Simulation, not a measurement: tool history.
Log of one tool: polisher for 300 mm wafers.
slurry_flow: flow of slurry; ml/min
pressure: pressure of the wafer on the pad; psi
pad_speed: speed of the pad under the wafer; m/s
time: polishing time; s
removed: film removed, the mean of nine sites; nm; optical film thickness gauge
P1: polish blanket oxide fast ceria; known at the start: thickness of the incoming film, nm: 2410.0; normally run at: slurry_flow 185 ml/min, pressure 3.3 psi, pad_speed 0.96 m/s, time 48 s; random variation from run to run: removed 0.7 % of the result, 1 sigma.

run,hour,slurry_flow,pressure,pad_speed,time,wafers polished on this pad,hours since the slurry nozzle was cleaned,hours since the head pressure was calibrated,removed
1,13.9,185,3.3,0.96,48,603,326.9,437,863.03
2,27.8,185,3.3,0.5,48,838,340.8,450.9,438.06
3,43.7,185,4.6,0.96,48,1107,356.7,466.8,1201.1
4,51.9,185,3.3,1.38,48,1246,364.9,475,1223.4
5,67.9,110,3.3,0.96,48,1516,380.9,491,784.67
6,83.6,185,3.3,0.96,48,1782,396.6,506.7,857.32
7,93.1,185,3.3,0.96,25,1942,406.1,516.2,444.83
8,103.4,185,2.2,0.96,48,2117,416.4,526.5,572.15
9,115.2,185,3.3,0.96,48,2316,428.2,538.3,855.49
10,129.9,185,3.3,0.96,48,2565,442.9,553,852.48
11,139.2,185,4.8,0.48,48,2722,452.2,562.3,622.35
12,152.5,270,3.3,0.96,48,2947,465.5,575.6,904.02
13,160.8,185,3.3,0.96,73,3087,473.8,583.9,1305.5
14,178.6,185,3.3,0.96,48,3388,491.6,601.7,860.68
15,195.1,185,3.3,0.96,48,3667,508.1,618.2,837.54
16,208.5,185,3.3,0.96,48,3893,521.5,631.6,833.28
17,225.7,185,3.3,0.96,48,4184,538.7,648.8,824.96
18,234.2,185,3.3,0.96,48,4328,547.2,657.3,814.23

Run 19 comes next. What will it give?
# hour 235.6: worn pad replaced by a new one
19,242.5,185,3.3,0.96,48,116,555.5,665.6,?

removed: 820.57 nm
